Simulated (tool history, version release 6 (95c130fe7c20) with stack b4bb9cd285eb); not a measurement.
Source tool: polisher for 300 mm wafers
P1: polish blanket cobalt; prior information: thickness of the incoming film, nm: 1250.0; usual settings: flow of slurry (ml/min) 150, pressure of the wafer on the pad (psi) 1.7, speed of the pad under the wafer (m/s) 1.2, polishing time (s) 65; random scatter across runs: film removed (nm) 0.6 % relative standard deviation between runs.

run,hour,flow of slurry (ml/min),pressure of the wafer on the pad (psi),speed of the pad under the wafer (m/s),polishing time (s),film removed (nm)
1,3.5,150,1.7,1.2,65,269.41
2,6.1,150,1.7,1.2,33,136.22
3,10.7,150,1.7,0.54,65,120.88
4,16,150,1.7,1.2,65,263.17
5,20.9,235,1.7,1.2,65,282.43
6,25.2,150,1.7,1.2,65,262.88
7,27.9,150,1.7,1.2,65,267.68
8,31.8,150,2.5,1.2,65,394.44
9,36.7,150,1.7,0.88,88,264.6
10,41.1,150,1.7,1.2,101,414.47
11,43.8,150,1.7,1.2,65,265.35
12,47.9,90,1.7,1.2,65,240.59
13,52.3,150,1.7,1.2,65,265.59
14,54.6,150,0.8,1.2,65,125.01
15,57.3,195,1.7,1.2,35,152.07
16,60.6,150,1.7,1.66,65,365.22
17,65.4,150,1.7,1.2,65,270.05
18,68.3,150,1.7,1.2,65,263.3
19,72.3,150,1.7,1.2,65,251.8
20,75.5,150,1.7,1.2,65,247.61
21,78.6,150,1.7,1.2,65,249.23
22,81,150,1.7,1.2,65,244.38
# hour 81.9: head pressure recalibrated
23,85.8,150,1.7,1.2,65,244.52
24,88.9,150,1.7,1.2,65,240.98
25,91.7,150,1.7,1.2,65,242.41
26,94.9,150,1.7,1.2,65,241.56

The output of P1 has drifted from where it used to be. Each of the 2 causes below, taken at the size shown beside it, accounts for the log equally well:
A: slurry flow missing at the pad, % = 37.3
B: removal rate lost through wear of the pad, % = 9.55
The creep began at about hour 65.4.
Each remaining cause and why it is not a fit:
head's pressure below its setpoint, %: maintenance at hour 81.9, after the shift began, did not return the process to its former output

Of the 4 check runs below, each run on 2 wafers with the results averaged and each result still a question mark, which one would tell the listed causes apart?
check 1,98.1,150,2.4,1.2,101,?
check 2,98.1,230,1.7,1.2,65,?
check 3,98.1,150,1.7,0.82,98,?
check 4,98.1,150,0.9,0.54,65,?

What each check would give under each cause:
check,result,if A,if B
check 1,film removed (nm),529.65,529.6
check 2,film removed (nm),265.07,256.55
check 3,film removed (nm),248.75,248.73
check 4,film removed (nm),57.521,57.515
Per check, the gap between the least separated pair of causes, taken in the result that splits them most: check 1 0.01 %; check 2 3.27 %; check 3 0.01 %; check 4 0.01 %
Check 2 tells the causes apart: in the others they would give nearly the same result.

Then check 2 was run and gave: film removed (nm) 266.47. Which cause is it?

A is the cause: slurry flow missing at the pad, %.
